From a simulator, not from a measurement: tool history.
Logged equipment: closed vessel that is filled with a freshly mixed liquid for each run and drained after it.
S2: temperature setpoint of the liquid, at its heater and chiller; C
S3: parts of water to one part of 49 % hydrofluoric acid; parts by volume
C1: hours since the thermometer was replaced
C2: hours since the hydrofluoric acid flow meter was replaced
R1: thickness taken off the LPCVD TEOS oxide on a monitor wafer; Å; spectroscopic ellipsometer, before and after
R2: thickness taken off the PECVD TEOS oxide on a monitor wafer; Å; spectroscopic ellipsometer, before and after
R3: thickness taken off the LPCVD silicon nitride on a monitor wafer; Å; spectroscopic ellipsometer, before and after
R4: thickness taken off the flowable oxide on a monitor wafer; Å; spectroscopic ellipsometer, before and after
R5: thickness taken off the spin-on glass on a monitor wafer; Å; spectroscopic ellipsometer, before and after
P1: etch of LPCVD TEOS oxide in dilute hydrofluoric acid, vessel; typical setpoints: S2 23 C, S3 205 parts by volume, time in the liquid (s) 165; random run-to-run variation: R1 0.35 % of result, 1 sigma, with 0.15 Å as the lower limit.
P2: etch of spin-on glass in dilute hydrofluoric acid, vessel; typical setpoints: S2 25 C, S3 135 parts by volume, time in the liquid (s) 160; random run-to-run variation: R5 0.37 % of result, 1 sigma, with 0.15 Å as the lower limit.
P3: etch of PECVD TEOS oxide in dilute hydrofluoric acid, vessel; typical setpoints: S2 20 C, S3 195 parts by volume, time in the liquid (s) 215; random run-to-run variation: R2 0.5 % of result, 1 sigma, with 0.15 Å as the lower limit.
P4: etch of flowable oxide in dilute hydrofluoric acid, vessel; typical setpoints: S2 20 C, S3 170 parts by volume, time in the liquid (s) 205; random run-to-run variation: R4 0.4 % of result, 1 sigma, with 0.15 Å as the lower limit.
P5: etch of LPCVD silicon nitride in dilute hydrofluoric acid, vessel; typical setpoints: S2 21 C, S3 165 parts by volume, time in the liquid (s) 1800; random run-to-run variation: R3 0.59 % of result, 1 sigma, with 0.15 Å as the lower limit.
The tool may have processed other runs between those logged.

{"run": 1, "hour": 17.1, "process that ran": "P1", "S2": 23, "S3": 205, "time in the liquid (s)": 165, "C1": 1022.7, "C2": 379.8, "R1": 210.31}
{"run": 2, "hour": 30.6, "process that ran": "P1", "S2": 23, "S3": 205, "time in the liquid (s)": 290, "C1": 1036.2, "C2": 393.3, "R1": 371.19}
{"run": 3, "hour": 38.8, "process that ran": "P1", "S2": 23, "S3": 205, "time in the liquid (s)": 165, "C1": 1044.4, "C2": 401.5, "R1": 211.97}
{"run": 4, "hour": 48.6, "process that ran": "P3", "S2": 20, "S3": 195, "time in the liquid (s)": 30, "C1": 1054.2, "C2": 411.3, "R2": 23.693}
{"run": 5, "hour": 65.6, "process that ran": "P3", "S2": 20, "S3": 195, "time in the liquid (s)": 215, "C1": 1071.2, "C2": 428.3, "R2": 168.32}
{"run": 6, "hour": 83.3, "process that ran": "P5", "S2": 21, "S3": 240, "time in the liquid (s)": 1800, "C1": 1088.9, "C2": 446, "R3": 31.566}
{"run": 7, "hour": 101.2, "process that ran": "P1", "S2": 23, "S3": 205, "time in the liquid (s)": 165, "C1": 1106.8, "C2": 463.9, "R1": 209.84}
{"run": 8, "hour": 111.5, "process that ran": "P4", "S2": 20, "S3": 105, "time in the liquid (s)": 205, "C1": 1117.1, "C2": 474.2, "R4": 528.59}
{"run": 9, "hour": 122.2, "process that ran": "P1", "S2": 17, "S3": 205, "time in the liquid (s)": 165, "C1": 1127.8, "C2": 484.9, "R1": 166.43}
{"run": 10, "hour": 131.6, "process that ran": "P4", "S2": 20, "S3": 170, "time in the liquid (s)": 100, "C1": 1137.2, "C2": 494.3, "R4": 149.05}
{"run": 11, "hour": 150.2, "process that ran": "P1", "S2": 23, "S3": 95, "time in the liquid (s)": 165, "C1": 1155.8, "C2": 512.9, "R1": 514.43}
{"run": 12, "hour": 158.9, "process that ran": "P3", "S2": 20, "S3": 195, "time in the liquid (s)": 215, "C1": 1164.5, "C2": 521.6, "R2": 169.73}
{"run": 13, "hour": 171.9, "process that ran": "P1", "S2": 23, "S3": 205, "time in the liquid (s)": 165, "C1": 1177.5, "C2": 534.6, "R1": 211.06}
{"run": 14, "hour": 184.0, "process that ran": "P5", "S2": 21, "S3": 165, "time in the liquid (s)": 185, "C1": 1189.6, "C2": 546.7, "R3": 4.3717}
{"run": 15, "hour": 192.5, "process that ran": "P1", "S2": 23, "S3": 275, "time in the liquid (s)": 165, "C1": 1198.1, "C2": 555.2, "R1": 145.93}
{"run": 16, "hour": 206.9, "process that ran": "P1", "S2": 23, "S3": 205, "time in the liquid (s)": 165, "C1": 1212.5, "C2": 569.6, "R1": 211.89}
{"run": 17, "hour": 215.0, "process that ran": "P2", "S2": 25, "S3": 135, "time in the liquid (s)": 160, "C1": 1220.6, "C2": 577.7, "R5": 518.16}
{"run": 18, "hour": 232.8, "process that ran": "P5", "S2": 21, "S3": 165, "time in the liquid (s)": 1800, "C1": 1238.4, "C2": 595.5, "R3": 45.388}
{"run": 19, "hour": 251.4, "process that ran": "P4", "S2": 20, "S3": 170, "time in the liquid (s)": 205, "C1": 1257, "C2": 614.1, "R4": 306.7}
{"run": 20, "hour": 268.9, "process that ran": "P3", "S2": 20, "S3": 355, "time in the liquid (s)": 215, "C1": 1274.5, "C2": 631.6, "R2": 80.151}
{"run": 21, "hour": 284.5, "process that ran": "P5", "S2": 21, "S3": 165, "time in the liquid (s)": 1800, "C1": 1290.1, "C2": 647.2, "R3": 44.678}
{"run": 22, "hour": 295.4, "process that ran": "P2", "S2": 25, "S3": 25, "time in the liquid (s)": 160, "C1": 1301, "C2": 658.1, "R5": 3243.3}
{"run": 23, "hour": 305.6, "process that ran": "P4", "S2": 20, "S3": 170, "time in the liquid (s)": 205, "C1": 1311.2, "C2": 668.3, "R4": 305.82}
{"run": 24, "hour": 318.2, "process that ran": "P4", "S2": 25, "S3": 170, "time in the liquid (s)": 205, "C1": 1323.8, "C2": 680.9, "R4": 371.66}
{"run": 25, "hour": 327.8, "process that ran": "P1", "S2": 23, "S3": 205, "time in the liquid (s)": 165, "C1": 1333.4, "C2": 690.5, "R1": 212.06}
{"run": 26, "hour": 336.7, "process that ran": "P1", "S2": 23, "S3": 205, "time in the liquid (s)": 45, "C1": 1342.3, "C2": 699.4, "R1": 56.995}
{"run": 27, "hour": 345.4, "process that ran": "P1", "S2": 23, "S3": 205, "time in the liquid (s)": 165, "C1": 1351, "C2": 708.1, "R1": 209.49}
{"run": 28, "hour": 363.2, "process that ran": "P1", "S2": 27.5, "S3": 205, "time in the liquid (s)": 165, "C1": 1368.8, "C2": 725.9, "R1": 248.36}
{"run": 29, "hour": 378.0, "process that ran": "P5", "S2": 17, "S3": 165, "time in the liquid (s)": 1800, "C1": 1383.6, "C2": 740.7, "R3": 34.715}
{"run": 30, "hour": 388.6, "process that ran": "P3", "S2": 17, "S3": 195, "time in the liquid (s)": 215, "C1": 1394.2, "C2": 751.3, "R2": 151.81}
{"hour": 400.1, "done": "thermometer replaced"}
{"run": 31, "hour": 404.3, "process that ran": "P2", "S2": 33, "S3": 135, "time in the liquid (s)": 160, "C1": 4.3, "C2": 767, "R5": 699.32}
{"run": 32, "hour": 416.2, "process that ran": "P2", "S2": 25, "S3": 135, "time in the liquid (s)": 160, "C1": 16.2, "C2": 778.9, "R5": 520.22}
{"run": 33, "hour": 426.0, "process that ran": "P2", "S2": 25, "S3": 135, "time in the liquid (s)": 265, "C1": 26, "C2": 788.7, "R5": 862.94}
{"run": 34, "hour": 437.8, "process that ran": "P1", "S2": 23, "S3": 135, "time in the liquid (s)": 235, "C1": 37.8, "C2": 800.5, "R1": 491.74}
{"run": 35, "hour": 446.7, "process that ran": "P1", "S2": 23, "S3": 205, "time in the liquid (s)": 165, "C1": 46.7, "C2": 809.4, "R1": 210.46}
{"run": 36, "hour": 455.4, "process that ran": "P1", "S2": 23, "S3": 205, "time in the liquid (s)": 165, "C1": 55.4, "C2": 818.1, "R1": 206.06}
{"run": 37, "hour": 467.5, "process that ran": "P1", "S2": 23, "S3": 205, "time in the liquid (s)": 165, "C1": 67.5, "C2": 830.2, "R1": 203.56}
{"run": 38, "hour": 480.7, "process that ran": "P1", "S2": 23, "S3": 205, "time in the liquid (s)": 165, "C1": 80.7, "C2": 843.4, "R1": 200.64}
{"run": 39, "hour": 489.1, "process that ran": "P1", "S2": 23, "S3": 205, "time in the liquid (s)": 165, "C1": 89.1, "C2": 851.8, "R1": 198.84}
{"run": 40, "hour": 504.0, "process that ran": "P1", "S2": 23, "S3": 205, "time in the liquid (s)": 165, "C1": 104, "C2": 866.7, "R1": 197.95}
{"run": 41, "hour": 512.2, "process that ran": "P1", "S2": 23, "S3": 205, "time in the liquid (s)": 165, "C1": 112.2, "C2": 874.9, "R1": 198.62}
{"run": 42, "hour": 529.7, "process that ran": "P1", "S2": 23, "S3": 205, "time in the liquid (s)": 165, "C1": 129.7, "C2": 892.4, "R1": 197.36}

Something has made what P1 gives creep away from where it was; the 2 causes below, each at its own stated size, fit the log equally well:
A: hydrofluoric acid flow below the setpoint (%) = 4.98
B: liquid colder than its thermometer reads (K) = 1.66
The onset of the drift is placed at about hour 446.7.

You are offered 4 check runs, listed below with question marks in place of their results; each one averages 2 wafers. Which run separates the listed causes by giving clearly different results for each?
{"run": "check 1", "hour": 547.2, "process that ran": "P4", "S2": 20, "S3": 170, "time in the liquid (s)": 115, "R4": "?"}
{"run": "check 2", "hour": 547.2, "process that ran": "P2", "S2": 32.5, "S3": 135, "time in the liquid (s)": 160, "R5": "?"}
{"run": "check 3", "hour": 547.2, "process that ran": "P3", "S2": 20, "S3": 295, "time in the liquid (s)": 30, "R2": "?"}
{"run": "check 4", "hour": 547.2, "process that ran": "P5", "S2": 17, "S3": 165, "time in the liquid (s)": 1060, "R3": "?"}

What each check would give under each cause:
check=check_1 result=R4 if_A=161.98 if_B=161.05
check=check_2 result=R5 if_A=646.66 if_B=647.75
check=check_3 result=R2 if_A=13.339 if_B=13.385
check=check_4 result=R3 if_A=19.373 if_B=18.155
Smallest distance between any two causes, each pair judged by its most separating result, in per cent: check 1 0.57 %; check 2 0.17 %; check 3 0.35 %; check 4 6.5 %
The causes can be told apart only by check 4. The other checks would give nearly the same results under each of them.

Check 4 has now been run. It gave: R3 19.529 Å. Which of the candidate causes is it?

The cause is A: hydrofluoric acid flow below the setpoint (%).
